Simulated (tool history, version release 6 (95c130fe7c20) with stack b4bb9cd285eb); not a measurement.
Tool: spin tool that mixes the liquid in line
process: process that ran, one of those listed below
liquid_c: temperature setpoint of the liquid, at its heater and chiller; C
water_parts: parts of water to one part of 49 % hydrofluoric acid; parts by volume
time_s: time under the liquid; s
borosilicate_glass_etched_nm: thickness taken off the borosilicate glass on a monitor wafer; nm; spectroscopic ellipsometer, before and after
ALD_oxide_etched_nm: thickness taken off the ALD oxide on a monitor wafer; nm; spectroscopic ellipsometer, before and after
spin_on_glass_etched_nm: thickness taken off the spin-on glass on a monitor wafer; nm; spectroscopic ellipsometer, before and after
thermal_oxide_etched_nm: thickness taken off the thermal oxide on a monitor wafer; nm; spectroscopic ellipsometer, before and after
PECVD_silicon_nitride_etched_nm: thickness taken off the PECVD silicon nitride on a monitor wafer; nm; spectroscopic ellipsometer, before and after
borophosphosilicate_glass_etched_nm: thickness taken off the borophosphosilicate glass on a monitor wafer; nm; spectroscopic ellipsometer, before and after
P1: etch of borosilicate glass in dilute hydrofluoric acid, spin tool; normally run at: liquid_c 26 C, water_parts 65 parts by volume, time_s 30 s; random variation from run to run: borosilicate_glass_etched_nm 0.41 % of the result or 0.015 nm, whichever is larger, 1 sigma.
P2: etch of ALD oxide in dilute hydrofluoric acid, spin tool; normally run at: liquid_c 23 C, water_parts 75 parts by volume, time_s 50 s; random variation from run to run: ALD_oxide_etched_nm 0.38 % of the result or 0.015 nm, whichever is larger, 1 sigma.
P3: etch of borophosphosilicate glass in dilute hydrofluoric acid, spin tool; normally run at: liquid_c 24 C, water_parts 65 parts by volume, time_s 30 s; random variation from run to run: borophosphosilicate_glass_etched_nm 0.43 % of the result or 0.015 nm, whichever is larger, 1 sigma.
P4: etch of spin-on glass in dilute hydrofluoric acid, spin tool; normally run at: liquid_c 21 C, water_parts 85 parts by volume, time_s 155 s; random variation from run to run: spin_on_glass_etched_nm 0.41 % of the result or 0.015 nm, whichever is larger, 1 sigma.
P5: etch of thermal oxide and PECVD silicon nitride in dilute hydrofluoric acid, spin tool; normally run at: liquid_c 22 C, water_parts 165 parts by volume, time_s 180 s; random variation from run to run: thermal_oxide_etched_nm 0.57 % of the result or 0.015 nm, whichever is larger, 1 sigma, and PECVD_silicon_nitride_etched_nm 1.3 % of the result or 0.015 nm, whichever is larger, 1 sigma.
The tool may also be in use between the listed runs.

run	hour	process	liquid_c	water_parts	time_s	borosilicate_glass_etched_nm	ALD_oxide_etched_nm	spin_on_glass_etched_nm	thermal_oxide_etched_nm	PECVD_silicon_nitride_etched_nm	borophosphosilicate_glass_etched_nm
1	12.3	P1	26	65	30	18.55					
2	20.9	P1	26	25	30	50.988					
3	33.8	P2	23	75	50		17.257				
4	47.6	P4	21	85	260			81.449			
5	59.9	P1	26	65	30	18.637					
6	68.1	P1	26	65	30	18.635					
# hour 68.3: thermometer replaced
7	77.7	P5	22	165	180				4.3171	1.8703	
8	90.4	P1	26	40	15	15.548					
9	99.4	P1	26	65	30	18.474					
10	111.1	P2	23	75	90		31.032				
11	119.6	P3	24	105	30						18.025
12	127.5	P5	22	165	15				0.38525	0.17483	
13	135.1	P4	21	85	155			48.769			
14	147.9	P3	17.5	65	30						23.387
15	156.7	P5	22	165	180				4.2791	1.8902	
16	162.6	P1	26	65	30	18.484					
17	170.9	P1	26	65	15	9.2875					
18	179.7	P5	27.5	165	180				5.2831	2.6973	
19	191.7	P1	32.5	65	30	23.806					
20	204.3	P2	30	75	50		22.651				
21	215	P1	26	100	30	11.476					
22	226.6	P2	23	20	50		69.594				
23	239.4	P1	26	65	30	18.559					
24	250.8	P4	17	85	155			41.123			
25	258.7	P3	24	65	30						31.024
26	272.3	P3	24	65	50						51.416
27	282.6	P1	26	65	60	36.833					
28	289.5	P4	21	40	155			108.25			
29	298.2	P1	26	90	50	21.572					
30	304.7	P5	22	45	180				18.096	6.7544	
31	312.1	P1	20	65	30	14.501					
32	319.7	P1	26	65	30	18.636					
33	331.2	P1	26	65	30	17.897					
34	344	P1	26	65	30	17.629					
35	352.1	P1	26	65	30	17.532					
36	365.6	P1	26	65	30	17.298					
37	375.5	P1	26	65	30	17.3					
38	385.2	P1	26	65	30	17.183					
39	395.5	P1	26	65	30	17.265					

What P1 gives has crept away from where it was. These 2 causes fit the log equally well, each at the size given:
A: hydrofluoric acid flow below the setpoint (%) = 6.67
B: liquid colder than its thermometer reads (K) = 1.87
The creep began at about hour 319.7.

4 check runs are offered, each on 5 wafers whose results are averaged, their results left as question marks. Which one tells the causes apart?
check 1	405.8	P3	24	65	30						?
check 2	405.8	P4	21	85	155			?			
check 3	405.8	P2	23	75	50		?				
check 4	405.8	P5	22	165	180				?	?	

What each check would give under each cause:
check	result	if A	if B
check 1	borophosphosilicate_glass_etched_nm	28.562	28.518
check 2	spin_on_glass_etched_nm	44.897	44.831
check 3	ALD_oxide_etched_nm	15.967	15.95
check 4	thermal_oxide_etched_nm	3.9494	3.9835
check 4	PECVD_silicon_nitride_etched_nm	1.7741	1.6785
How far apart the two closest causes lie, in the result that separates them most: check 1 0.15 %; check 2 0.15 %; check 3 0.1 %; check 4 5.54 %
Only check 4 tells the causes apart: in the others they would give nearly the same result.

Then check 4 was run and gave: thermal_oxide_etched_nm 3.9382 nm; PECVD_silicon_nitride_etched_nm 1.7885 nm. Which cause is it?

It is A: hydrofluoric acid flow below the setpoint (%).
